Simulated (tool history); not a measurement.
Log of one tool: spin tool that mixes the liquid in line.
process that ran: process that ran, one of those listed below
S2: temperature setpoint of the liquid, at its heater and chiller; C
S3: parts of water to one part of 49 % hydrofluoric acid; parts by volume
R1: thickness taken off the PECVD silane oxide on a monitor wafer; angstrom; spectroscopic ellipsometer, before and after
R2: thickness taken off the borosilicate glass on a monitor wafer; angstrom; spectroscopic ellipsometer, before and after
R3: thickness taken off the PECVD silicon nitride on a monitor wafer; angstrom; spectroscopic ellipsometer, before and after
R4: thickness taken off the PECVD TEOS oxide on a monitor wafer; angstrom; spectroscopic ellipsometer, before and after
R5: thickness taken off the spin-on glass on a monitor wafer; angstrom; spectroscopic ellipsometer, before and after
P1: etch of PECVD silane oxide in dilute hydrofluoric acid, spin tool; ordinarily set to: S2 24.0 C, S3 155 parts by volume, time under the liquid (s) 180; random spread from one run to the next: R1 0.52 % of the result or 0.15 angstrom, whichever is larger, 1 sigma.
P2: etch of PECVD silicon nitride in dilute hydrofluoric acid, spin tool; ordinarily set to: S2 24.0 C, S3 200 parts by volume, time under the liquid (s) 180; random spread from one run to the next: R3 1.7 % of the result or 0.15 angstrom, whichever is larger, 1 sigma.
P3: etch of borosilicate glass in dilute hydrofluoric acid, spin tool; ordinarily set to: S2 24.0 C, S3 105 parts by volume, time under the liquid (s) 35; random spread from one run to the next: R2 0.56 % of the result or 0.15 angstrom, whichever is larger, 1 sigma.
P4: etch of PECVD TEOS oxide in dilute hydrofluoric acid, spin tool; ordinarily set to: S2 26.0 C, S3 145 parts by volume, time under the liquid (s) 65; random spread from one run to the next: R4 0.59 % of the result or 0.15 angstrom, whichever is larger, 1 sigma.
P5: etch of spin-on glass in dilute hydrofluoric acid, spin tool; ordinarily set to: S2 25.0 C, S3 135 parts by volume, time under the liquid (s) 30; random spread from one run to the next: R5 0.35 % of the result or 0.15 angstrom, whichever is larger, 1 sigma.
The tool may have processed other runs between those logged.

run 1 hour=5.4 | process_that_ran=P1 S2=24.0 S3=155 time_under_the_liquid_(s)=180 | R1=166.990
run 2 hour=7.8 | process_that_ran=P3 S2=24.0 S3=175 time_under_the_liquid_(s)=35 | R2=57.585
run 3 hour=10.6 | process_that_ran=P1 S2=24.0 S3=50 time_under_the_liquid_(s)=85 | R1=276.160
run 4 hour=14.3 | process_that_ran=P3 S2=24.0 S3=105 time_under_the_liquid_(s)=35 | R2=105.120
run 5 hour=17.6 | process_that_ran=P1 S2=24.0 S3=220 time_under_the_liquid_(s)=80 | R1=48.728
run 6 hour=21.3 | process_that_ran=P3 S2=18.5 S3=105 time_under_the_liquid_(s)=35 | R2=84.812
run 7 hour=26.1 | process_that_ran=P1 S2=24.0 S3=280 time_under_the_liquid_(s)=180 | R1=81.518
run 8 hour=28.6 | process_that_ran=P1 S2=24.0 S3=155 time_under_the_liquid_(s)=180 | R1=165.800
run 9 hour=33.0 | process_that_ran=P1 S2=24.0 S3=230 time_under_the_liquid_(s)=285 | R1=164.860
run 10 hour=35.8 | process_that_ran=P2 S2=24.0 S3=200 time_under_the_liquid_(s)=45 | R3=4.0913
run 11 hour=41.0 | process_that_ran=P4 S2=26.0 S3=145 time_under_the_liquid_(s)=65 | R4=61.414
run 12 hour=44.3 | process_that_ran=P2 S2=28.0 S3=200 time_under_the_liquid_(s)=180 | R3=19.8750
run 13 hour=49.4 | process_that_ran=P4 S2=33.5 S3=145 time_under_the_liquid_(s)=65 | R4=80.650
run 14 hour=53.5 | process_that_ran=P5 S2=25.0 S3=55 time_under_the_liquid_(s)=30 | R5=304.160
run 15 hour=57.4 | process_that_ran=P5 S2=20.0 S3=135 time_under_the_liquid_(s)=30 | R5=91.816
run 16 hour=62.6 | process_that_ran=P2 S2=24.0 S3=200 time_under_the_liquid_(s)=180 | R3=15.8720
run 17 hour=65.5 | process_that_ran=P2 S2=24.0 S3=35 time_under_the_liquid_(s)=180 | R3=86.7000
run 18 hour=68.2 | process_that_ran=P1 S2=24.0 S3=155 time_under_the_liquid_(s)=180 | R1=169.100
run 19 hour=70.6 | process_that_ran=P4 S2=26.0 S3=235 time_under_the_liquid_(s)=65 | R4=34.546
run 20 hour=75.1 | process_that_ran=P5 S2=25.0 S3=135 time_under_the_liquid_(s)=55 | R5=202.970
run 21 hour=80.2 | process_that_ran=P1 S2=24.0 S3=60 time_under_the_liquid_(s)=180 | R1=485.750
run 22 hour=84.3 | process_that_ran=P4 S2=26.0 S3=145 time_under_the_liquid_(s)=125 | R4=116.850

The next listed run, before its measurement:
run 23 hour=87.0 | process_that_ran=P1 S2=29.5 S3=155 time_under_the_liquid_(s)=180 | R1=?

{"run 23": {"R1": 206.5}}
